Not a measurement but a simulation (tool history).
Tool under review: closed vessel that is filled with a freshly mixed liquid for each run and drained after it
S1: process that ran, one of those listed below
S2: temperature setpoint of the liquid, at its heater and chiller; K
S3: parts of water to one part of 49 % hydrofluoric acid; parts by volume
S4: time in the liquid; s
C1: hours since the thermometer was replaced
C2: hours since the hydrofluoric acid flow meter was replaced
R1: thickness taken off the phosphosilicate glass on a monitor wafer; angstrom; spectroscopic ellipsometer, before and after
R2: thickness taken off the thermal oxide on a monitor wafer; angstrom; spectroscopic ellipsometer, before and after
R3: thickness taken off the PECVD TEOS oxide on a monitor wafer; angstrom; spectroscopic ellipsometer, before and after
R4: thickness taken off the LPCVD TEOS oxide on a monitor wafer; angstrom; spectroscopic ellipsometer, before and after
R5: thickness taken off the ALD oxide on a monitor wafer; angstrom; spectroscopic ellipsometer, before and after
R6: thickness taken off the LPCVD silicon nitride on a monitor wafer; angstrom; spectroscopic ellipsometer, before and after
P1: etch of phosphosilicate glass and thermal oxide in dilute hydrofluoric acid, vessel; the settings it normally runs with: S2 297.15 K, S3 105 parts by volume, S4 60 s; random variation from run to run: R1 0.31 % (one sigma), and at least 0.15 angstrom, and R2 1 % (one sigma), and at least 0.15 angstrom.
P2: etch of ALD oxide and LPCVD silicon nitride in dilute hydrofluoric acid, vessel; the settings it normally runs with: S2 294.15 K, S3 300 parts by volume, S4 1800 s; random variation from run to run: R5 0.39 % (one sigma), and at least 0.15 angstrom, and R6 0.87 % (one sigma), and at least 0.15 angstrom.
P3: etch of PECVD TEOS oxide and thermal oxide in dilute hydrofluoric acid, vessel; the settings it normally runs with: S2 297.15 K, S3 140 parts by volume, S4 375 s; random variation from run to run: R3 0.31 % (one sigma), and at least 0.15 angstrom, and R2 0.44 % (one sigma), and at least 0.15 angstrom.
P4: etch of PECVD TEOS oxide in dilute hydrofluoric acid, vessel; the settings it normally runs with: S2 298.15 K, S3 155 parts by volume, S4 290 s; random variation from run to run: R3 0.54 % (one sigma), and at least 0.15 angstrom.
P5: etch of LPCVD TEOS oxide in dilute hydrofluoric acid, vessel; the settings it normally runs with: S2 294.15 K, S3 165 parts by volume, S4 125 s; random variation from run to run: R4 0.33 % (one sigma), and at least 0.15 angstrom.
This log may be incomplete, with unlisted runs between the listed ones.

Run 1, day 0.371: S1 P1, S2 297.15 K, S3 105 parts by volume, S4 60 s; C1 1491.3; C2 568.8. Result: R1 1084.10 angstrom, R2 26.9930 angstrom.
Run 2, day 0.700: S1 P1, S2 297.15 K, S3 105 parts by volume, S4 60 s; C1 1499.2; C2 576.7. Result: R1 1078.70 angstrom, R2 27.2650 angstrom.
Run 3, day 1.000: S1 P3, S2 303.65 K, S3 140 parts by volume, S4 375 s; C1 1506.4; C2 583.9. Result: R2 156.2000 angstrom, R3 320.26 angstrom.
Run 4, day 1.388: S1 P1, S2 297.15 K, S3 105 parts by volume, S4 30 s; C1 1515.7; C2 593.2. Result: R1 539.48 angstrom, R2 13.7240 angstrom.
Run 5, day 1.754: S1 P4, S2 298.15 K, S3 155 parts by volume, S4 145 s; C1 1524.5; C2 602.0. Result: R3 112.54 angstrom.
Run 6, day 2.196: S1 P3, S2 297.15 K, S3 140 parts by volume, S4 375 s; C1 1535.1; C2 612.6. Result: R2 123.6400 angstrom, R3 250.76 angstrom.
Run 7, day 2.692: S1 P1, S2 297.15 K, S3 140 parts by volume, S4 30 s; C1 1547.0; C2 624.5. Result: R1 388.77 angstrom, R2 9.5606 angstrom.
Run 8, day 3.142: S1 P5, S2 294.15 K, S3 280 parts by volume, S4 125 s; C1 1557.8; C2 635.3. Result: R4 98.263 angstrom.
Run 9, day 3.600: S1 P2, S2 294.15 K, S3 300 parts by volume, S4 3455 s; C1 1568.8; C2 646.3. Result: R5 945.09 angstrom, R6 46.132 angstrom.
Run 10, day 3.900: S1 P1, S2 305.15 K, S3 105 parts by volume, S4 60 s; C1 1576.0; C2 653.5. Result: R1 1466.00 angstrom, R2 36.9410 angstrom.
Run 11, day 4.350: S1 P1, S2 290.15 K, S3 105 parts by volume, S4 110 s; C1 1586.8; C2 664.3. Result: R1 1486.60 angstrom, R2 37.5150 angstrom.
Run 12, day 4.862: S1 P1, S2 290.65 K, S3 105 parts by volume, S4 60 s; C1 1599.1; C2 676.6. Result: R1 826.83 angstrom, R2 20.6210 angstrom.
Run 13, day 5.146: S1 P1, S2 297.15 K, S3 105 parts by volume, S4 60 s; C1 1605.9; C2 683.4. Result: R1 1077.30 angstrom, R2 27.2640 angstrom.
Run 14, day 5.450: S1 P4, S2 298.15 K, S3 155 parts by volume, S4 290 s; C1 1613.2; C2 690.7. Result: R3 224.75 angstrom.
Run 15, day 5.704: S1 P3, S2 297.15 K, S3 140 parts by volume, S4 375 s; C1 1619.3; C2 696.8. Result: R2 122.2000 angstrom, R3 251.85 angstrom.
At day 5.833: thermometer replaced.
Run 16, day 6.112: S1 P5, S2 299.65 K, S3 165 parts by volume, S4 125 s; C1 6.8; C2 706.6. Result: R4 229.150 angstrom.
Run 17, day 6.533: S1 P2, S2 294.15 K, S3 300 parts by volume, S4 1800 s; C1 16.9; C2 716.7. Result: R5 493.08 angstrom, R6 24.020 angstrom.
Run 18, day 6.762: S1 P1, S2 297.15 K, S3 105 parts by volume, S4 60 s; C1 22.4; C2 722.2. Result: R1 1081.60 angstrom, R2 27.4320 angstrom.
Run 19, day 7.229: S1 P1, S2 297.15 K, S3 50 parts by volume, S4 60 s; C1 33.6; C2 733.4. Result: R1 2436.80 angstrom, R2 61.1030 angstrom.
Run 20, day 7.479: S1 P5, S2 294.15 K, S3 165 parts by volume, S4 125 s; C1 39.6; C2 739.4. Result: R4 186.130 angstrom.
Run 21, day 7.754: S1 P1, S2 297.15 K, S3 105 parts by volume, S4 100 s; C1 46.2; C2 746.0. Result: R1 1799.20 angstrom, R2 45.1350 angstrom.
Run 22, day 8.050: S1 P5, S2 294.15 K, S3 165 parts by volume, S4 125 s; C1 53.3; C2 753.1. Result: R4 186.390 angstrom.
Run 23, day 8.425: S1 P2, S2 298.65 K, S3 300 parts by volume, S4 1800 s; C1 62.3; C2 762.1. Result: R5 577.45 angstrom, R6 31.991 angstrom.
Run 24, day 8.654: S1 P2, S2 294.15 K, S3 515 parts by volume, S4 1800 s; C1 67.8; C2 767.6. Result: R5 240.82 angstrom, R6 14.224 angstrom.
Run 25, day 9.079: S1 P4, S2 298.15 K, S3 20 parts by volume, S4 290 s; C1 78.0; C2 777.8. Result: R3 2074.90 angstrom.
Run 26, day 9.408: S1 P3, S2 297.15 K, S3 140 parts by volume, S4 190 s; C1 85.9; C2 785.7. Result: R2 62.3470 angstrom, R3 128.29 angstrom.
Run 27, day 9.917: S1 P3, S2 297.15 K, S3 80 parts by volume, S4 375 s; C1 98.1; C2 797.9. Result: R2 231.5600 angstrom, R3 471.40 angstrom.
Run 28, day 10.283: S1 P1, S2 297.15 K, S3 105 parts by volume, S4 60 s; C1 106.9; C2 806.7. Result: R1 1082.10 angstrom, R2 27.4310 angstrom.
Run 29, day 10.771: S1 P4, S2 290.15 K, S3 155 parts by volume, S4 290 s; C1 118.6; C2 818.4. Result: R3 164.47 angstrom.
Run 30, day 11.071: S1 P1, S2 297.15 K, S3 105 parts by volume, S4 60 s; C1 125.8; C2 825.6. Result: R1 1084.70 angstrom, R2 27.5900 angstrom.
Run 31, day 11.350: S1 P1, S2 297.15 K, S3 145 parts by volume, S4 60 s; C1 132.5; C2 832.3. Result: R1 746.34 angstrom, R2 18.8130 angstrom.
Run 32, day 11.712: S1 P1, S2 297.15 K, S3 105 parts by volume, S4 60 s; C1 141.2; C2 841.0. Result: R1 1081.60 angstrom, R2 26.8310 angstrom.
Run 33, day 12.150: S1 P5, S2 294.15 K, S3 165 parts by volume, S4 190 s; C1 151.7; C2 851.5. Result: R4 282.880 angstrom.
Run 34, day 12.417: S1 P1, S2 297.15 K, S3 105 parts by volume, S4 60 s; C1 158.1; C2 857.9. Result: R1 1081.30 angstrom, R2 26.6160 angstrom.
Run 35, day 12.717: S1 P1, S2 297.15 K, S3 105 parts by volume, S4 60 s; C1 165.3; C2 865.1. Result: R1 1054.80 angstrom, R2 26.2090 angstrom.
Run 36, day 13.217: S1 P1, S2 297.15 K, S3 105 parts by volume, S4 60 s; C1 177.3; C2 877.1. Result: R1 1039.70 angstrom, R2 26.2530 angstrom.
Run 37, day 13.454: S1 P1, S2 297.15 K, S3 105 parts by volume, S4 60 s; C1 183.0; C2 882.8. Result: R1 1032.30 angstrom, R2 25.7480 angstrom.
Run 38, day 13.746: S1 P1, S2 297.15 K, S3 105 parts by volume, S4 60 s; C1 190.0; C2 889.8. Result: R1 1032.80 angstrom, R2 25.2120 angstrom.

Run 39, settings as shown, results not yet in. Your forecast:
Run 39, day 14.146: S1 P1, S2 297.15 K, S3 105 parts by volume, S4 60 s; C1 199.6; C2 899.4. Result: R1 ?, R2 ?.

R1: 1025.40 angstrom
R2: 25.8900 angstrom

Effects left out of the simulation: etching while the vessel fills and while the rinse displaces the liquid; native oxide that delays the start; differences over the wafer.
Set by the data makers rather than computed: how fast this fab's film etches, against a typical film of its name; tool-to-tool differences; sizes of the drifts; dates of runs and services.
